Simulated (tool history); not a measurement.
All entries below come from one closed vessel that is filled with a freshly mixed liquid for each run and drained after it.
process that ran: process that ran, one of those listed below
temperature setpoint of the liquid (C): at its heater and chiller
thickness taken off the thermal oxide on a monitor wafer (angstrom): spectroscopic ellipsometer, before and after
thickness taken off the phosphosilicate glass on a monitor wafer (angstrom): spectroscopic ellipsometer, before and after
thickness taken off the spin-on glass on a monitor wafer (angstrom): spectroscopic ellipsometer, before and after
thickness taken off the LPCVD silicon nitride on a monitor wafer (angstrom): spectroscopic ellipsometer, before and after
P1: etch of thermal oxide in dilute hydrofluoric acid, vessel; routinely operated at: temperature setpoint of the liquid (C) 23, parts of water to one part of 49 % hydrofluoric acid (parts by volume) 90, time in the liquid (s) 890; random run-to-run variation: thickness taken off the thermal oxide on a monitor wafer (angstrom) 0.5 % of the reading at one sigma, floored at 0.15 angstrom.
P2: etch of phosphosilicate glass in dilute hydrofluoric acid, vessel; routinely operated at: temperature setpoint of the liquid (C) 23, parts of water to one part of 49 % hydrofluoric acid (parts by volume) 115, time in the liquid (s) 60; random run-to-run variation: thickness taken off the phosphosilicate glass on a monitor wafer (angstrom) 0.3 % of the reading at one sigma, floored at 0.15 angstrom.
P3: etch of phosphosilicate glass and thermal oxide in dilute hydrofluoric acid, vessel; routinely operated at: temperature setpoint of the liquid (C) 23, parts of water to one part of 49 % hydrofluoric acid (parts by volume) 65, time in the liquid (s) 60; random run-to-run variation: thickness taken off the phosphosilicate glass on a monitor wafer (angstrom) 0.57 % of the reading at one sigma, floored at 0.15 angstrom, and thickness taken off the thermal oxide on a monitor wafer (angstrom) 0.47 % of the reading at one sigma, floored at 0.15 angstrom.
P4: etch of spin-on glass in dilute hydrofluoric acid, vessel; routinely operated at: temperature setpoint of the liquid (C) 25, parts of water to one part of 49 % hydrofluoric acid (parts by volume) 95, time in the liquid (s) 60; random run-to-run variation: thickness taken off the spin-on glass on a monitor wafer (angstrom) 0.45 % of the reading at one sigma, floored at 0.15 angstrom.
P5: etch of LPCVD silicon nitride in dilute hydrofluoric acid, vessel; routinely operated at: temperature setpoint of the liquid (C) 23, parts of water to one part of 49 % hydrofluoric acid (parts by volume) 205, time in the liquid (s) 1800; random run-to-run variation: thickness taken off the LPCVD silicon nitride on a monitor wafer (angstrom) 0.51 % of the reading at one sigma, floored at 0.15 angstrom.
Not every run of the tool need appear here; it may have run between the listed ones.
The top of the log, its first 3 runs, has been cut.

run	hour	process that ran	temperature setpoint of the liquid (C)	parts of water to one part of 49 % hydrofluoric acid (parts by volume)	time in the liquid (s)	hours since the thermometer was replaced	hours since the hydrofluoric acid flow meter was replaced	thickness taken off the thermal oxide on a monitor wafer (angstrom)	thickness taken off the phosphosilicate glass on a monitor wafer (angstrom)	thickness taken off the spin-on glass on a monitor wafer (angstrom)	thickness taken off the LPCVD silicon nitride on a monitor wafer (angstrom)
4	43.9	P3	23	110	60	1571.2	467	25.808	1065.2		
5	59.2	P1	23	90	1785	1586.5	482.3	919.56			
6	74.5	P2	23	115	60	1601.8	497.6		384.28		
# hour 81.8: thermometer replaced
7	89.8	P2	23	115	30	8.1	512.9		192.19		
8	104.4	P2	23	50	60	22.7	527.5		959.69		
9	116.6	P3	17	65	60	34.9	539.7	35.844	1487.8		
10	124	P3	23	65	60	42.3	547.1	46.368	1886		
11	135	P1	23	30	890	53.3	558.1	1485.3			
12	149.2	P4	25	95	30	67.5	572.3			125.73	
13	158.8	P1	23	90	890	77.1	581.9	456.19			
14	171.6	P5	19.5	205	1800	89.9	594.7				42.283
15	180.9	P1	23	90	890	99.2	604	454.08			
16	192.6	P2	30	115	60	110.9	615.7		504.1		
17	207.8	P5	23	205	1800	126.1	630.9				52.671
18	218.4	P1	26.5	90	890	136.7	641.5	522.78			
19	226.7	P1	23	90	890	145	649.8	459.61			
20	239	P1	23	155	890	157.3	662.1	245.55			
21	247.8	P1	23	90	65	166.1	670.9	33.307			
22	261	P4	25	95	60	179.3	684.1			251.44	

Estimate the outcome of run 23 from the log above:
23	272.7	P3	23	65	110	191	695.8	?	?		

thickness taken off the thermal oxide on a monitor wafer (angstrom): 84.779
thickness taken off the phosphosilicate glass on a monitor wafer (angstrom): 3474
